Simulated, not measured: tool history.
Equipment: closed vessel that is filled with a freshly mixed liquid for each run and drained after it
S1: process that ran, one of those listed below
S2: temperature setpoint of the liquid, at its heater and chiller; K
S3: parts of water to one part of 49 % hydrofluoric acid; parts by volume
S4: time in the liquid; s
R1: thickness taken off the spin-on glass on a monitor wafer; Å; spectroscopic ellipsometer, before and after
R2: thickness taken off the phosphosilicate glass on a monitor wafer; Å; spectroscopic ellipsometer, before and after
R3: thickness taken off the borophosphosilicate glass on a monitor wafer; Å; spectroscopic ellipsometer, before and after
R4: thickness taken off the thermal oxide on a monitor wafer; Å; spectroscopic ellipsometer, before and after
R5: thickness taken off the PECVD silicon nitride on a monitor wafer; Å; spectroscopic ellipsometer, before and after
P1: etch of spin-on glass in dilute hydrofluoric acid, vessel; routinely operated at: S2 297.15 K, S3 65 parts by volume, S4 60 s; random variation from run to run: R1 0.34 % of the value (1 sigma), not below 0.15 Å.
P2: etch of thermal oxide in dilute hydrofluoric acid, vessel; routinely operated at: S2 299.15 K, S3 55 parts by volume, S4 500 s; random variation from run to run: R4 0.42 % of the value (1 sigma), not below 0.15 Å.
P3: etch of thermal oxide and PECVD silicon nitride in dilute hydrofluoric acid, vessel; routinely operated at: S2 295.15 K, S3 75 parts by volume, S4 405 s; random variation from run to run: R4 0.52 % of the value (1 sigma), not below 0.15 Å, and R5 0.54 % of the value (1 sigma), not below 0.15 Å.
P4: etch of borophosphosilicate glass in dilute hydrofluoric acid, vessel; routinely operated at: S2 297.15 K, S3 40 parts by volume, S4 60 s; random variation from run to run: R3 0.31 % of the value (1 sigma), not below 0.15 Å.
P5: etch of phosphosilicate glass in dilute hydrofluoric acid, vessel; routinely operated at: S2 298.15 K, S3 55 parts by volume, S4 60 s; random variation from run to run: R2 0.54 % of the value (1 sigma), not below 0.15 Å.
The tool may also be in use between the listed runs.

run   hour  S1      S2   S3   S4      R1      R2      R3      R4      R5
  1    8.1  P1  297.15   65   60  326.55
  2   13.3  P5  290.65   55   60          740.71
  3   23.1  P1  297.15  115   60  174.35
  4   30.6  P1  297.15   40   60  552.21
  5   38.2  P4  297.15   60   60                  727.71
  6   47.8  P1  301.15   65  115  739.84
  7   52.7  P1  290.15   65   60  246.67
  8   60.7  P2  299.15   80  500                          330.98
  9   70.4  P2  299.15   55   30                          29.752
 10   79.2  P1  297.15   65   60  327.52
 11   84.9  P1  297.15   65   60  327.98
 12   94.1  P1  293.15   65   30  139.77
 13  104.8  P1  297.15   65   30  163.48
 14  111.5  P5  298.15  100   60          532.72
 15  119.5  P4  297.15   40   60                  1117.3
 16  124.9  P3  295.15   75  200                          118.95  85.038
 17  135.4  P4  297.15   40   90                  1679.5
 18  146.6  P3  295.15   75  405                          242.16  172.82
 19  155.7  P3  290.15   75  405                          197.02  122.71
 20  161.2  P1  301.15  105   60  225.64
 21  169.9  P2  299.15   55  500                          496.64
 22  175.2  P1  302.65   65   60     407
 23    184  P1  297.15   65   60  330.19
 24  189.8  P5  298.15   55   60          1017.2
 25  195.5  P1  297.15   65   60  328.12
 26  204.9  P2  306.65   55  500                          667.67
 27  211.8  P4  290.15   40   60                  830.22
 28    220  P3  295.15  140  405                          119.89  94.112
 29  230.3  P5  298.15   55  100          1696.6
 30  236.5  P1  297.15   65   90  493.51
 31  242.1  P5  298.15   55   60          1027.7
 32  250.6  P4  297.15   40   60                  1117.3
 33  257.3  P1  297.15   65   60  327.99
 34  267.3  P1  297.15   65   60  320.59
 35    274  P1  297.15   65   60  318.11
 36  279.6  P1  297.15   65   60  313.75
 37  288.8  P1  297.15   65   60  312.77
 38  294.8  P1  297.15   65   60  311.49
 39  303.9  P1  297.15   65   60  310.51
 40  311.2  P1  297.15   65   60  309.02
 41    320  P1  297.15   65   60   307.3
 42  330.1  P1  297.15   65   60  307.39
 43  339.5  P1  297.15   65   60  309.77
 44  347.7  P1  297.15   65   60  306.54

Something has made what P1 gives creep away from where it was; the 2 causes below, each at its own stated size, fit the log equally well:
A: hydrofluoric acid flow below the setpoint (%) = 5.79
B: liquid colder than its thermometer reads (K) = 1.59
The gradual shift began around hour 257.3.

Listed below are the offered check runs, one wafer per run, with question marks in place of results. For which of them would the causes give clearly different outcomes?
check 1  355.9  P2  306.65  55  105               ?
check 2  355.9  P3  290.15  75  405               ?   ?
check 3  355.9  P5  293.65  80   60       ?
check 4  355.9  P4  294.15  40   60           ?

If the cause were each of the candidates in turn, the checks would give the following:
  check  result    if A    if B
check 1      R4  131.21   131.8
check 2      R4   183.7  182.98
check 2      R5  115.61  109.45
check 3      R2  529.28  528.79
check 4      R3  927.02  922.23
Minimum pairwise separation of causes per check, each pair taken at its best-separating result: check 1 0.45 %; check 2 5.48 %; check 3 0.09 %; check 4 0.52 %
The other checks would show nearly matching results whichever cause is true, so check 2 is the only one that separates the causes.

Then check 2 was run and gave: R4 183.15 Å; R5 115.93 Å. Which cause is it?

The correct cause is A, namely: hydrofluoric acid flow below the setpoint (%).
